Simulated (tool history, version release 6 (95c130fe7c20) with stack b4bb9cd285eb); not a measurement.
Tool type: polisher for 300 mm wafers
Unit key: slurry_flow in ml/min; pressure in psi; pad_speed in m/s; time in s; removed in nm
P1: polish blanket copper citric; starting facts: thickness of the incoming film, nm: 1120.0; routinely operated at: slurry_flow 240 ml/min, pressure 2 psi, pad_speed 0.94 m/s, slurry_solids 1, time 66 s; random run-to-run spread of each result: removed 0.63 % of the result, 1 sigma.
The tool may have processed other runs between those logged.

run,day,slurry_flow,pressure,pad_speed,slurry_solids,time,wafers polished on this pad,hours since the slurry nozzle was cleaned,hours since the head pressure was calibrated,hours since the slurry blender was calibrated,removed
1,0.125,240,2,0.94,1,66,184,315.4,306.4,307,107.41
2,0.346,370,2,0.94,1,66,228,320.7,311.7,312.3,113.68
3,0.583,375,2,0.94,0.55,66,276,326.4,317.4,318,99.424
4,0.788,240,2,0.94,1,66,318,331.3,322.3,322.9,107.85
5,0.975,240,2,0.94,1,66,355,335.8,326.8,327.4,107.67
6,1.083,240,2,0.94,1,66,377,338.4,329.4,330,108.83
7,1.312,145,2,0.94,1,66,423,343.9,334.9,335.5,100.2
8,1.475,240,2.8,0.94,1.2,66,456,347.8,338.8,339.4,155.23
9,1.638,240,2,0.94,1,104,489,351.7,342.7,343.3,168.86
10,1.746,240,2,1.44,1,66,511,354.3,345.3,345.9,165.16
11,1.967,240,2,0.94,1,66,555,359.6,350.6,351.2,109.92
12,2.142,240,2,0.94,1,30,591,363.8,354.8,355.4,49.421
13,2.375,240,1,0.94,1,66,638,369.4,360.4,361,56.146
14,2.521,240,3.1,0.94,1,66,667,372.9,363.9,364.5,166.53
15,2.708,240,2,0.94,1.2,66,705,377.4,368.4,369,112.23
16,2.85,240,2,0.94,0.5,66,734,380.8,371.8,372.4,94.15
17,2.992,240,2,0.7,1,66,762,384.2,375.2,375.8,82.073
18,3.183,240,2,0.94,1,66,801,388.8,379.8,380.4,109.38
19,3.288,240,2,0.94,1,66,822,391.3,382.3,382.9,107.94
20,3.412,240,2,0.94,1,66,847,394.3,385.3,385.9,104.98
21,3.638,240,2,0.94,1,66,892,399.7,390.7,391.3,103.35

The next listed run, before its measurement:
22,3.758,240,2,0.94,1,66,917,402.6,393.6,394.2,?

removed: 102.25 nm
